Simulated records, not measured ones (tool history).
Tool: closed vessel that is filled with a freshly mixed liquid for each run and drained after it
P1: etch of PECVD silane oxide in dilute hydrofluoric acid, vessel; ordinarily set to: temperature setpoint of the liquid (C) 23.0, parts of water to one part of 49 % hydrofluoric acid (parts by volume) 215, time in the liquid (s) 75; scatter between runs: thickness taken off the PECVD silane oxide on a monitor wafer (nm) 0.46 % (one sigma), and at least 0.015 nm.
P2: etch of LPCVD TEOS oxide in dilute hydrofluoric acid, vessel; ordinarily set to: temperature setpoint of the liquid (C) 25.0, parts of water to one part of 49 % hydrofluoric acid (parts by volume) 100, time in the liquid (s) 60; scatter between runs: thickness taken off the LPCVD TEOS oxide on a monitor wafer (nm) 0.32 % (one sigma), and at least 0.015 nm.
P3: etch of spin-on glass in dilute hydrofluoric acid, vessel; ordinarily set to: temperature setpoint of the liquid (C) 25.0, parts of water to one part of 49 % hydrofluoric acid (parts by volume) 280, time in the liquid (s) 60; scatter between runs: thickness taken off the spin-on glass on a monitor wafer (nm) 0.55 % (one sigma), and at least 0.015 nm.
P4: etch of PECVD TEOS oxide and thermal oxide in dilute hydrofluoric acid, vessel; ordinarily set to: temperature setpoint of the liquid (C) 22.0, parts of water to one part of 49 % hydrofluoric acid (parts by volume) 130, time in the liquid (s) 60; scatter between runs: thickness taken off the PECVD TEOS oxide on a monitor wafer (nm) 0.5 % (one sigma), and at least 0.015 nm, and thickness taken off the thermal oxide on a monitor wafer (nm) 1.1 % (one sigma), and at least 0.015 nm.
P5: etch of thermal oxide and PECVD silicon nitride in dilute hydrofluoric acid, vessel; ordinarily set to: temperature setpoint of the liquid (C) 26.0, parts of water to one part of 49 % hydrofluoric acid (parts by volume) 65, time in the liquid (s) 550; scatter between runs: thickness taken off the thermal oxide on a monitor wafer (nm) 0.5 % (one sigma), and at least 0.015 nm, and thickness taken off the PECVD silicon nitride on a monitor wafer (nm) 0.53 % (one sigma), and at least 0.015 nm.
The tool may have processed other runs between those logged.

run    day  process that ran  temperature setpoint of the liquid (C)  parts of water to one part of 49 % hydrofluoric acid (parts by volume)  time in the liquid (s)  hours since the thermometer was replaced  hours since the hydrofluoric acid flow meter was replaced  thickness taken off the PECVD silane oxide on a monitor wafer (nm)  thickness taken off the thermal oxide on a monitor wafer (nm)  thickness taken off the PECVD silicon nitride on a monitor wafer (nm)  thickness taken off the LPCVD TEOS oxide on a monitor wafer (nm)  thickness taken off the spin-on glass on a monitor wafer (nm)  thickness taken off the PECVD TEOS oxide on a monitor wafer (nm)
  1  0.133                P1                                    23.0                                                                     215                      75                                     772.0                                                      458.7                                                              9.7524
  2  0.367                P1                                    23.0                                                                     110                      75                                     777.6                                                      464.3                                                             21.2430
  3  0.512                P5                                    26.0                                                                      65                     550                                     781.1                                                      467.8                                                                                                                           44.48500                                                                 18.960
  4  0.679                P1                                    23.0                                                                     215                     145                                     785.1                                                      471.8                                                             18.7540
  5  0.850                P2                                    25.0                                                                     100                      60                                     789.2                                                      475.9                                                                                                                                                                                                                                                                      20.312
  6  0.992                P3                                    25.0                                                                     280                      60                                     792.6                                                      479.3                                                                                                                                                                                                                                                                                                                                     5.9529
  7  1.208                P2                                    25.0                                                                     100                      30                                     797.8                                                      484.5                                                                                                                                                                                                                                                                      10.208
  8  1.342                P3                                    25.0                                                                     100                      60                                     801.0                                                      487.7                                                                                                                                                                                                                                                                                                                                    20.5370
  9  1.546                P1                                    29.0                                                                     215                      75                                     805.9                                                      492.6                                                             12.0740
 10  1.775                P5                                    26.0                                                                      65                     550                                     811.4                                                      498.1                                                                                                                           43.69600                                                                 19.102
 11  1.958                P5                                    26.0                                                                      65                    1095                                     815.8                                                      502.5                                                                                                                           87.27800                                                                 38.526
 12  2.083                P5                                    34.0                                                                      65                     550                                     818.8                                                      505.5                                                                                                                           60.13000                                                                 31.981
 13  2.233                P1                                    23.0                                                                     215                      75                                     822.4                                                      509.1                                                              9.6802
 14  2.350                P1                                    23.0                                                                     215                      75                                     825.2                                                      511.9                                                              9.7784
 15  2.571                P3                                    25.0                                                                     280                      60                                     830.5                                                      517.2                                                                                                                                                                                                                                                                                                                                     6.0316
 16  2.788                P1                                    17.0                                                                     215                      75                                     835.7                                                      522.4                                                              7.8091
 17  2.996                P4                                    28.5                                                                     130                      60                                     840.7                                                      527.4                                                                                                                            2.47800                                                                                                                                                                                                                                                                   13.9050
 18  3.154                P1                                    23.0                                                                     310                      75                                     844.5                                                      531.2                                                              6.1140
 19  3.350                P2                                    32.5                                                                     100                      60                                     849.2                                                      535.9                                                                                                                                                                                                                                                                      27.093
 20  3.525                P2                                    25.0                                                                     175                      60                                     853.4                                                      540.1                                                                                                                                                                                                                                                                      10.576
 21  3.721                P2                                    25.0                                                                     100                      60                                     858.1                                                      544.8                                                                                                                                                                                                                                                                      20.430
 22  3.838                P1                                    23.0                                                                     215                      35                                     860.9                                                      547.6                                                              4.5196
 23  4.012                P3                                    25.0                                                                     280                     120                                     865.1                                                      551.8                                                                                                                                                                                                                                                                                                                                    11.9980
 24  4.125                P1                                    23.0                                                                     215                      75                                     867.8                                                      554.5                                                              9.7322
 25  4.354                P4                                    22.0                                                                     130                      30                                     873.3                                                      560.0                                                                                                                            0.96425                                                                                                                                                                                                                                                                    5.3571
 26  4.571                P4                                    22.0                                                                     130                      60                                     878.5                                                      565.2                                                                                                                            1.88470                                                                                                                                                                                                                                                                   10.8360
 27  4.721                P1                                    23.0                                                                     215                      75                                     882.1                                                      568.8                                                              9.8325
 28  4.846                P5                                    26.0                                                                      25                     550                                     885.1                                                      571.8                                                                                                                          122.18000                                                                 48.882
 29  5.033                P4                                    22.0                                                                     205                      60                                     889.6                                                      576.3                                                                                                                            1.09580                                                                                                                                                                                                                                                                    6.3179
 30  5.171                P1                                    23.0                                                                     215                      75                                     892.9                                                      579.6                                                              9.7382
 31  5.338                P3                                    17.5                                                                     280                      60                                     896.9                                                      583.6                                                                                                                                                                                                                                                                                                                                     4.5745
 32  5.567                P1                                    23.0                                                                     130                      45                                     902.4                                                      589.1                                                             10.6340
 33  5.683                P1                                    23.0                                                                     215                      75                                     905.2                                                      591.9                                                              9.7138
 34  5.804                P1                                    23.0                                                                     215                      75                                     908.1                                                      594.8                                                              9.9127
 35  6.025                P1                                    23.0                                                                     215                      75                                     913.4                                                      600.1                                                             10.1790
 36  6.175                P1                                    23.0                                                                     215                      75                                     917.0                                                      603.7                                                             10.3240
 37  6.371                P1                                    23.0                                                                     215                      75                                     921.7                                                      608.4                                                             10.4080
 38  6.558                P1                                    23.0                                                                     215                      75                                     926.2                                                      612.9                                                             10.4300
 39  6.688                P1                                    23.0                                                                     215                      75                                     929.3                                                      616.0                                                             10.5170
 40  6.846                P1                                    23.0                                                                     215                      75                                     933.1                                                      619.8                                                             10.4400
 41  7.017                P1                                    23.0                                                                     215                      75                                     937.2                                                      623.9                                                             10.4340
 42  7.250                P1                                    23.0                                                                     215                      75                                     942.8                                                      629.5                                                             10.5800

Compared with where it was, what P1 gives has crept away. Each cause listed below fits the log as well as the rest, at the size given for it:
A: liquid hotter than its thermometer reads (K) = 2.12
B: hydrofluoric acid flow above the setpoint (%) = 6.57
The process output started creeping at around day 5.683.

Each of the 4 check runs below uses one wafer; its results are left as question marks. Which run tells the causes apart?
check 1  7.483                P3                                    25.0                                                                     155                     115                                                                                                                                                                                                                                                                                                                                                                                                                                               ?
check 2  7.483                P5                                    26.0                                                                      65                     810                                                                                                                                                                                                                                       ?                                                                      ?
check 3  7.483                P4                                    22.0                                                                     190                      30                                                                                                                                                                                                                                       ?                                                                                                                                                                                                                                                                         ?
check 4  7.483                P2                                    29.5                                                                     100                      60                                                                                                                                                                                                                                                                                                                                                                                ?

Check results expected under each cause:
  check                                                                 result      if A      if B
check 1          thickness taken off the spin-on glass on a monitor wafer (nm)   25.6240   25.5160
check 2          thickness taken off the thermal oxide on a monitor wafer (nm)  70.82500  69.77700
check 2  thickness taken off the PECVD silicon nitride on a monitor wafer (nm)    32.502    30.128
check 3          thickness taken off the thermal oxide on a monitor wafer (nm)   0.65961   0.65709
check 3       thickness taken off the PECVD TEOS oxide on a monitor wafer (nm)    3.7339    3.7197
check 4       thickness taken off the LPCVD TEOS oxide on a monitor wafer (nm)    26.198    26.020
Minimum pairwise separation of causes per check, each pair taken at its best-separating result: check 1 0.42 %; check 2 7.58 %; check 3 0.38 %; check 4 0.68 %
Check 2 distinguishes between the causes, while the remaining checks would return nearly the same result for all of them.

With check 2 done, the readings were: thickness taken off the thermal oxide on a monitor wafer (nm) 69.54100; thickness taken off the PECVD silicon nitride on a monitor wafer (nm) 29.970. Identify which of the listed causes applies.

It is B: hydrofluoric acid flow above the setpoint (%).

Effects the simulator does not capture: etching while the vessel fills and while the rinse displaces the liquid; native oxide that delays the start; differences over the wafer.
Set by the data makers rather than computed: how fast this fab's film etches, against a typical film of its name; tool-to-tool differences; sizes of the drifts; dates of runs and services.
